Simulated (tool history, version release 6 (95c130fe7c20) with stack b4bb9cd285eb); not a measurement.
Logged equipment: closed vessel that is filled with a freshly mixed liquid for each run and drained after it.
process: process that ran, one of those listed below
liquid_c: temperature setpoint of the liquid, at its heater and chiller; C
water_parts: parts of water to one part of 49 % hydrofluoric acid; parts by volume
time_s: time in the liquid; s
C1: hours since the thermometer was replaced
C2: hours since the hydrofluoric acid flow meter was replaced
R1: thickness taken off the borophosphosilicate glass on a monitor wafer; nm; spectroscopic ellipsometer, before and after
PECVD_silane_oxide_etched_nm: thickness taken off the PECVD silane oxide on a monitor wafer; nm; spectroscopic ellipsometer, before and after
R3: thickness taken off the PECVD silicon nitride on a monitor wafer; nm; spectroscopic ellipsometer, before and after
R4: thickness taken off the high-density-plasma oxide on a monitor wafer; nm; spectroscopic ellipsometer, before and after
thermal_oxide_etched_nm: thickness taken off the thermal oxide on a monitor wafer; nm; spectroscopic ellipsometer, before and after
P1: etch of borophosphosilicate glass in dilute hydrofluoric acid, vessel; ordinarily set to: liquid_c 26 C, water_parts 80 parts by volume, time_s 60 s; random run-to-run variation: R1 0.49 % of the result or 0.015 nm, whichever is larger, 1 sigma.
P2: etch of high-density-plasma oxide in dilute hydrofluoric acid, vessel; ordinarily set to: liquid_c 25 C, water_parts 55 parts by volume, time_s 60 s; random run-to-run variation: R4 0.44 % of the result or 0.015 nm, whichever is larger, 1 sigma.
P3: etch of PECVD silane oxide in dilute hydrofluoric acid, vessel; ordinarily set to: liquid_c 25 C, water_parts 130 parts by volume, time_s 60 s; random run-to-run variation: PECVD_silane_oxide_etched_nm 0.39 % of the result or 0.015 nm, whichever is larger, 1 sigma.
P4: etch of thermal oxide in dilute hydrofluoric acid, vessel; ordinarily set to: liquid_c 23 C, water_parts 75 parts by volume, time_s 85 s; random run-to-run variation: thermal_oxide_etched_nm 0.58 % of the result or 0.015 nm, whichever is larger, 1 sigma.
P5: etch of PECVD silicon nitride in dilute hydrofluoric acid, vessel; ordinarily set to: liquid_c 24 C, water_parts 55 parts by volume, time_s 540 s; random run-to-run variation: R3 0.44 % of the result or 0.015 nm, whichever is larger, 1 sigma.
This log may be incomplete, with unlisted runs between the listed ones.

run 1 hour=8.7 | process=P1 liquid_c=26 water_parts=80 time_s=60 | C1=286.1 C2=401.9 | R1=27.04
run 2 hour=27.5 | process=P3 liquid_c=25 water_parts=130 time_s=110 | C1=304.9 C2=420.7 | PECVD_silane_oxide_etched_nm=37.896
run 3 hour=39.9 | process=P5 liquid_c=24 water_parts=55 time_s=540 | C1=317.3 C2=433.1 | R3=22.634
run 4 hour=57.7 | process=P2 liquid_c=25 water_parts=20 time_s=60 | C1=335.1 C2=450.9 | R4=17.575
run 5 hour=69.2 | process=P2 liquid_c=30.5 water_parts=55 time_s=60 | C1=346.6 C2=462.4 | R4=7.5576
run 6 hour=79.4 | process=P4 liquid_c=23 water_parts=125 time_s=85 | C1=356.8 C2=472.6 | thermal_oxide_etched_nm=3.0948
run 7 hour=91.4 | process=P3 liquid_c=25 water_parts=70 time_s=60 | C1=368.8 C2=484.6 | PECVD_silane_oxide_etched_nm=41.619
-- hour=91.9 thermometer replaced
run 8 hour=103.4 | process=P5 liquid_c=19.5 water_parts=55 time_s=540 | C1=11.6 C2=496.6 | R3=16.755
run 9 hour=117.2 | process=P1 liquid_c=26 water_parts=80 time_s=60 | C1=25.4 C2=510.4 | R1=27.23
run 10 hour=132.6 | process=P4 liquid_c=19 water_parts=75 time_s=85 | C1=40.8 C2=525.8 | thermal_oxide_etched_nm=4.6724
run 11 hour=144.1 | process=P1 liquid_c=26 water_parts=115 time_s=30 | C1=52.3 C2=537.3 | R1=9.0174
run 12 hour=157.1 | process=P1 liquid_c=26 water_parts=80 time_s=60 | C1=65.3 C2=550.3 | R1=27.098
run 13 hour=171.2 | process=P1 liquid_c=31 water_parts=45 time_s=60 | C1=79.4 C2=564.4 | R1=62.16
run 14 hour=184.8 | process=P1 liquid_c=26 water_parts=145 time_s=60 | C1=93 C2=578 | R1=13.723
run 15 hour=200.1 | process=P1 liquid_c=26 water_parts=80 time_s=85 | C1=108.3 C2=593.3 | R1=38.891
run 16 hour=218.6 | process=P5 liquid_c=24 water_parts=55 time_s=1015 | C1=126.8 C2=611.8 | R3=42.918
run 17 hour=233.8 | process=P3 liquid_c=29 water_parts=130 time_s=60 | C1=142 C2=627 | PECVD_silane_oxide_etched_nm=23.938
run 18 hour=250.1 | process=P1 liquid_c=26 water_parts=40 time_s=60 | C1=158.3 C2=643.3 | R1=57.661
run 19 hour=260.2 | process=P1 liquid_c=30 water_parts=80 time_s=60 | C1=168.4 C2=653.4 | R1=31.768
run 20 hour=278 | process=P1 liquid_c=26 water_parts=80 time_s=60 | C1=186.2 C2=671.2 | R1=27.28
run 21 hour=286.3 | process=P1 liquid_c=26 water_parts=80 time_s=60 | C1=194.5 C2=679.5 | R1=27.177
run 22 hour=302.7 | process=P5 liquid_c=24 water_parts=95 time_s=540 | C1=210.9 C2=695.9 | R3=13.316
run 23 hour=319.1 | process=P3 liquid_c=25 water_parts=130 time_s=60 | C1=227.3 C2=712.3 | PECVD_silane_oxide_etched_nm=20.622
run 24 hour=333.8 | process=P2 liquid_c=25 water_parts=55 time_s=60 | C1=242 C2=727 | R4=6.0734
run 25 hour=344.4 | process=P4 liquid_c=23 water_parts=75 time_s=85 | C1=252.6 C2=737.6 | thermal_oxide_etched_nm=5.4915
run 26 hour=356.1 | process=P1 liquid_c=18.5 water_parts=80 time_s=60 | C1=264.3 C2=749.3 | R1=20.138
run 27 hour=375.1 | process=P2 liquid_c=25 water_parts=55 time_s=85 | C1=283.3 C2=768.3 | R4=8.6481
run 28 hour=390.4 | process=P4 liquid_c=23 water_parts=75 time_s=85 | C1=298.6 C2=783.6 | thermal_oxide_etched_nm=5.5537
run 29 hour=399.6 | process=P4 liquid_c=23 water_parts=75 time_s=30 | C1=307.8 C2=792.8 | thermal_oxide_etched_nm=1.9243
run 30 hour=414.7 | process=P5 liquid_c=24 water_parts=55 time_s=540 | C1=322.9 C2=807.9 | R3=22.675
run 31 hour=424.5 | process=P2 liquid_c=25 water_parts=55 time_s=60 | C1=332.7 C2=817.7 | R4=6.057
run 32 hour=434.2 | process=P1 liquid_c=26 water_parts=80 time_s=30 | C1=342.4 C2=827.4 | R1=13.505
run 33 hour=448.2 | process=P1 liquid_c=26 water_parts=80 time_s=60 | C1=356.4 C2=841.4 | R1=26.88
run 34 hour=463.6 | process=P1 liquid_c=26 water_parts=140 time_s=110 | C1=371.8 C2=856.8 | R1=26.014
run 35 hour=480.4 | process=P1 liquid_c=26 water_parts=80 time_s=60 | C1=388.6 C2=873.6 | R1=27.056
run 36 hour=490.2 | process=P1 liquid_c=26 water_parts=80 time_s=60 | C1=398.4 C2=883.4 | R1=27.038
run 37 hour=506.5 | process=P1 liquid_c=26 water_parts=80 time_s=60 | C1=414.7 C2=899.7 | R1=26.491
run 38 hour=521.1 | process=P1 liquid_c=26 water_parts=80 time_s=60 | C1=429.3 C2=914.3 | R1=25.894
run 39 hour=536.6 | process=P1 liquid_c=26 water_parts=80 time_s=60 | C1=444.8 C2=929.8 | R1=25.749
run 40 hour=553.4 | process=P1 liquid_c=26 water_parts=80 time_s=60 | C1=461.6 C2=946.6 | R1=25.426
run 41 hour=566.1 | process=P1 liquid_c=26 water_parts=80 time_s=60 | C1=474.3 C2=959.3 | R1=25.693
run 42 hour=578.2 | process=P1 liquid_c=26 water_parts=80 time_s=60 | C1=486.4 C2=971.4 | R1=25.422

The log shows P1 creeping away from where it was. Any of the 2 causes listed here, at the size stated for it, fits the log just as well as the others:
A: liquid colder than its thermometer reads (K) = 1.46
B: hydrofluoric acid flow below the setpoint (%) = 5.08
Creep in the process output first set in at about hour 490.2.

4 check runs are offered, one wafer each, their results left as question marks. Which one tells the causes apart?
run check 1 hour=590.3 | process=P2 liquid_c=25 water_parts=55 time_s=60 | R4=?
run check 2 hour=590.3 | process=P4 liquid_c=23 water_parts=75 time_s=85 | thermal_oxide_etched_nm=?
run check 3 hour=590.3 | process=P5 liquid_c=24 water_parts=55 time_s=540 | R3=?
run check 4 hour=590.3 | process=P3 liquid_c=25 water_parts=130 time_s=60 | PECVD_silane_oxide_etched_nm=?

What every check run would give for each of its results, assuming each possible cause in turn:
check=check_1 result=R4 if_A=5.6982 if_B=5.7192
check=check_2 result=thermal_oxide_etched_nm if_A=5.1818 if_B=5.196
check=check_3 result=R3 if_A=20.62 if_B=21.627
check=check_4 result=PECVD_silane_oxide_etched_nm if_A=19.548 if_B=19.47
Smallest distance between any two causes, each pair judged by its most separating result, in per cent: check 1 0.37 %; check 2 0.27 %; check 3 4.77 %; check 4 0.4 %
Of the check runs offered, only check 3 discriminates between the causes; the rest would read about the same regardless of which cause applies.

Check 3 was carried out, with these results: R3 20.603 nm. Which of the listed causes is responsible?

The correct cause is A, namely: liquid colder than its thermometer reads (K).

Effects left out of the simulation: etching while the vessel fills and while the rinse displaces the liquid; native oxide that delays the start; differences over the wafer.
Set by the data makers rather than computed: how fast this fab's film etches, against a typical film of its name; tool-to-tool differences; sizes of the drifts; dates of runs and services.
